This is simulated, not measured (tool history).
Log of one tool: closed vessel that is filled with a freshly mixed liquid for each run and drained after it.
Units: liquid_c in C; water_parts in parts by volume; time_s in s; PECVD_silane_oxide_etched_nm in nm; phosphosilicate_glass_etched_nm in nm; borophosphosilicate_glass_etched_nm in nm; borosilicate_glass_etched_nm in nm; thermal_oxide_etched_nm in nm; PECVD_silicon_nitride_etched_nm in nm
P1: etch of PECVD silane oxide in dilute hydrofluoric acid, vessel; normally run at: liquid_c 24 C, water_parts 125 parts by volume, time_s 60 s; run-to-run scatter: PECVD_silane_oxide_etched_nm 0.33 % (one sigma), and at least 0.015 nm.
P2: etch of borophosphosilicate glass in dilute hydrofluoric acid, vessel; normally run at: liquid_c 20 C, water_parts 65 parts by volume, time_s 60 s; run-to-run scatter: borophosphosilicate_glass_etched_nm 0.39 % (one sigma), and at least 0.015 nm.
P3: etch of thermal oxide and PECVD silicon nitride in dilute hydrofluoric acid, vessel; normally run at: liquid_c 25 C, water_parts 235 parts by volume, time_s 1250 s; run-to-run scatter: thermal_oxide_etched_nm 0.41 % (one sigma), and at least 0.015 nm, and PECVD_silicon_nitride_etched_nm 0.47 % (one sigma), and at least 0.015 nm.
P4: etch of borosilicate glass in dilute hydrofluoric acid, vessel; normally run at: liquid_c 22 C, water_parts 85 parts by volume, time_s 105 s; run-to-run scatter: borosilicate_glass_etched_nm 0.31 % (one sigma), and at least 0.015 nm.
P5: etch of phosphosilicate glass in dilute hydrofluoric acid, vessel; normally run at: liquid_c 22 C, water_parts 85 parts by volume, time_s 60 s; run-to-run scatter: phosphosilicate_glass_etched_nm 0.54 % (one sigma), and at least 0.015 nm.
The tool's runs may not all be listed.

run   hour  process  liquid_c  water_parts  time_s  hours since the thermometer was replaced  hours since the hydrofluoric acid flow meter was replaced  PECVD_silane_oxide_etched_nm  phosphosilicate_glass_etched_nm  borophosphosilicate_glass_etched_nm  borosilicate_glass_etched_nm  thermal_oxide_etched_nm  PECVD_silicon_nitride_etched_nm
  1    7.6       P1        24          125      60                                     441.4                                                      840.1                         11.21
  2     12       P5        22           85      60                                     445.8                                                      844.5                                                         84.479
  3   15.8       P1        24          125      60                                     449.6                                                      848.3                        11.295
  4   19.5       P2        20           65      60                                     453.3                                                        852                                                                                              33.955
  5   23.8       P4        22          145     105                                     457.6                                                      856.3                                                                                                                            14.865
  6   30.9       P2      25.5           65      60                                     464.7                                                      863.4                                                                                              42.988
  7   38.7       P3        25           45    1250                                     472.5                                                      871.2                                                                                                                                                     154.21                           51.621
  8   46.7       P4      29.5           85     105                                     480.5                                                      879.2                                                                                                                            36.471
  9   55.2       P2        20          115      60                                       489                                                      887.7                                                                                              18.292
 10   62.6       P1        24          125      60                                     496.4                                                      895.1                         11.28
 11   69.7       P1        24           55      95                                     503.5                                                      902.2                        44.214
 12   77.8       P3        25          235    1250                                     511.6                                                      910.3                                                                                                                                                      23.57                           9.9625
 13   86.2       P4        22           85     210                                       520                                                      918.7                                                                                                                            54.001
 14   92.1       P1        24          125      95                                     525.9                                                      924.6                        17.798
 15   99.8       P5        22          145      60                                     533.6                                                      932.3                                                         46.349
 16  103.6       P1        24          125      60                                     537.4                                                      936.1                        11.289
 17  109.6       P1        24          125      60                                     543.4                                                      942.1                        11.266
 18    114       P3        25          235     560                                     547.8                                                      946.5                                                                                                                                                     10.622                           4.4351
 19  119.4       P5        22           85      30                                     553.2                                                      951.9                                                         42.156
 20  126.6       P1        24          125      30                                     560.4                                                      959.1                        5.6325
 21    134       P5        17           85      60                                     567.8                                                      966.5                                                         68.569
 22  142.2       P2        20           65      60                                       576                                                      974.7                                                                                              33.914
 23  150.1       P4        22           85     105                                     583.9                                                      982.6                                                                                                                            27.153
 24  158.1       P5        22           85      60                                     591.9                                                      990.6                                                         85.215
 25  166.4       P1        24          125      60                                     600.2                                                      998.9                         11.29
 26  173.5       P2        20           65      30                                     607.3                                                       1006                                                                                              17.087
 27  179.2       P1        24          125      60                                       613                                                     1011.7                        11.214
 28  186.3       P1        28          125      60                                     620.1                                                     1018.8                        13.077
 29  190.9       P1        24           30      60                                     624.7                                                     1023.4                        52.937
 30  197.2       P3        17          235    1250                                       631                                                     1029.7                                                                                                                                                      17.46                           5.9869
 31  202.4       P1        24          200      60                                     636.2                                                     1034.9                        6.4736
 32  207.6       P1      18.5          125      60                                     641.4                                                     1040.1                        9.0256
 33  212.8       P1        24          125      60                                     646.6                                                     1045.3                        11.235
 34  217.7       P1        24          125      60                                     651.5                                                     1050.2                        11.575
 35  223.9       P1        24          125      60                                     657.7                                                     1056.4                        11.857
 36  231.1       P1        24          125      60                                     664.9                                                     1063.6                        12.015
 37  238.7       P1        24          125      60                                     672.5                                                     1071.2                        12.156
 38  246.2       P1        24          125      60                                       680                                                     1078.7                        12.275

Run 39 comes next. What will it give?
 39  252.2       P1        24          125      60                                       686                                                     1084.7                             ?

PECVD_silane_oxide_etched_nm: 12.241 nm
